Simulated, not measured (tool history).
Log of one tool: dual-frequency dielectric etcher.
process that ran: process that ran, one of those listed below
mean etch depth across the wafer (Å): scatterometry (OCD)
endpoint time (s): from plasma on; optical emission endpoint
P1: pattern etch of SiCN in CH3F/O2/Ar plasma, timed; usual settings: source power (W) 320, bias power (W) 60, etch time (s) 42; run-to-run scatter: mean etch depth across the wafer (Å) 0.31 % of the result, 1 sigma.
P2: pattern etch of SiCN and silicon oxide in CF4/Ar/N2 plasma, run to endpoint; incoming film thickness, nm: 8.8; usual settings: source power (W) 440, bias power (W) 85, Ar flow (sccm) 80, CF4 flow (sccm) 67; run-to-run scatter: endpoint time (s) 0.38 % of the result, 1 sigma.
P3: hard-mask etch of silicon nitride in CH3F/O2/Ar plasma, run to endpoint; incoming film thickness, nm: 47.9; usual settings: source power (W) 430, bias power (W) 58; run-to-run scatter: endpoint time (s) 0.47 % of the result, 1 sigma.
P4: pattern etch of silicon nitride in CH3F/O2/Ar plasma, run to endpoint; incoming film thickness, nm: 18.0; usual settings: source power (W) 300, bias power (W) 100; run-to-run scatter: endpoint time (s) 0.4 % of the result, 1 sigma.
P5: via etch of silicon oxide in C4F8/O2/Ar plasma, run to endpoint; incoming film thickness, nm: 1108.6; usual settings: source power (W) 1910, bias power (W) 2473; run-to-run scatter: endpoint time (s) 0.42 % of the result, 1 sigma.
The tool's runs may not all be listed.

run    day  process that ran  source power (W)  bias power (W)  etch time (s)  Ar flow (sccm)  CF4 flow (sccm)  hours since the last wet clean  hours since the last source power generator calibration  hours since the last bias power generator calibration  mean etch depth across the wafer (Å)  endpoint time (s)
  1  0.167                P1               320              60             42                                                            109.5                                                   1711.9                                                 1264.6                                135.83
  2  0.333                P3               430              37                                                                           113.5                                                   1715.9                                                 1268.6                                                    81.67
  3  0.658                P1               320              60             42                                                            121.3                                                   1723.7                                                 1276.4                                135.74
  4  0.896                P5              1910            3244                                                                             127                                                   1729.4                                                 1282.1                                                   194.11
  5  1.083                P1               390              60             42                                                            131.5                                                   1733.9                                                 1286.6                                145.49
  6  1.267                P1               320              72             42                                                            135.9                                                   1738.3                                                   1291                                143.87
  7  1.462                P1               320              60             42                                                            140.6                                                     1743                                                 1295.7                                135.22
  8  1.725                P1               320              60           28.5                                                            146.9                                                   1749.3                                                   1302                                 92.08
  9  1.871                P2               590              85                             80               67                           150.4                                                   1752.8                                                 1305.5                                                   7.1825
 10  2.025                P2               440              85                             80               67                           154.1                                                   1756.5                                                 1309.2                                                   9.2485
 11  2.312                P4               300             135                                                                             161                                                   1763.4                                                 1316.1                                                   22.802
 12  2.471                P1               320              60             42                                                            164.8                                                   1767.2                                                 1319.9                                134.89
 13  2.662                P4               300             100                                                                           169.4                                                   1771.8                                                 1324.5                                                   25.674
 14  2.858                P2               440              85                             80               81                           174.1                                                   1776.5                                                 1329.2                                                   9.0974
 15  3.017                P1               320              60           51.5                                                            177.9                                                   1780.3                                                   1333                                 166.1
 16   3.35                P5              1300            2473                                                                           185.9                                                   1788.3                                                   1341                                                   244.67
 17  3.604                P1               320              60             42                                                              192                                                   1794.4                                                 1347.1                                135.03
 18  3.775                P1               380              75             42                                                            196.1                                                   1798.5                                                 1351.2                                156.63
 19  3.983                P1               320              44             42                                                            201.1                                                   1803.5                                                 1356.2                                122.31
 20  4.233                P5              1910            2473                                                                           207.1                                                   1809.5                                                 1362.2                                                   212.02
 21  4.483                P4               210             100                                                                           213.1                                                   1815.5                                                 1368.2                                                   29.127
 22  4.667                P2               440              66                             80               67                           217.5                                                   1819.9                                                 1372.6                                                   10.112
 23    4.9                P1               400              60             33                                                            223.1                                                   1825.5                                                 1378.2                                115.56
 24  5.154                P1               250              60             42                                                            229.2                                                   1831.6                                                 1384.3                                123.11
 25    5.3                P2               440              85                            111               67                           232.7                                                   1835.1                                                 1387.8                                                    9.748
 26  5.583                P4               300             100                                                                           239.5                                                   1841.9                                                 1394.6                                                   25.464
 27  5.821                P5              1910            2473                                                                           245.2                                                   1847.6                                                 1400.3                                                   212.23
 28  6.004                P3               300              58                                                                           249.6                                                     1852                                                 1404.7                                                   81.392
 29  6.279                P3               430              58                                                                           256.2                                                   1858.6                                                 1411.3                                                   70.826
 30  6.608                P3               430              58                                                                           264.1                                                   1866.5                                                 1419.2                                                    71.07
 31  6.838                P2               440              85                             80               67                           269.6                                                     1872                                                 1424.7                                                   9.3151
 32  7.162                P1               320              60             42                                                            277.4                                                   1879.8                                                 1432.5                                135.12
 33  7.308                P1               320              60             42                                                            280.9                                                   1883.3                                                   1436                                136.02
 34    7.6                P1               320              60             42                                                            287.9                                                   1890.3                                                   1443                                136.51
 35  7.871                P1               320              60             42                                                            294.4                                                   1896.8                                                 1449.5                                137.78
     7.988  -- wet clean of the chamber
 36  8.054                P1               320              60             42                                                              1.7                                                   1901.2                                                 1453.9                                137.18

The next listed run, before its measurement:
 37  8.288                P1               320              60             42                                                              7.3                                                   1906.8                                                 1459.5                                     ?

{"run 37": {"mean etch depth across the wafer (Å)": 137.42}}
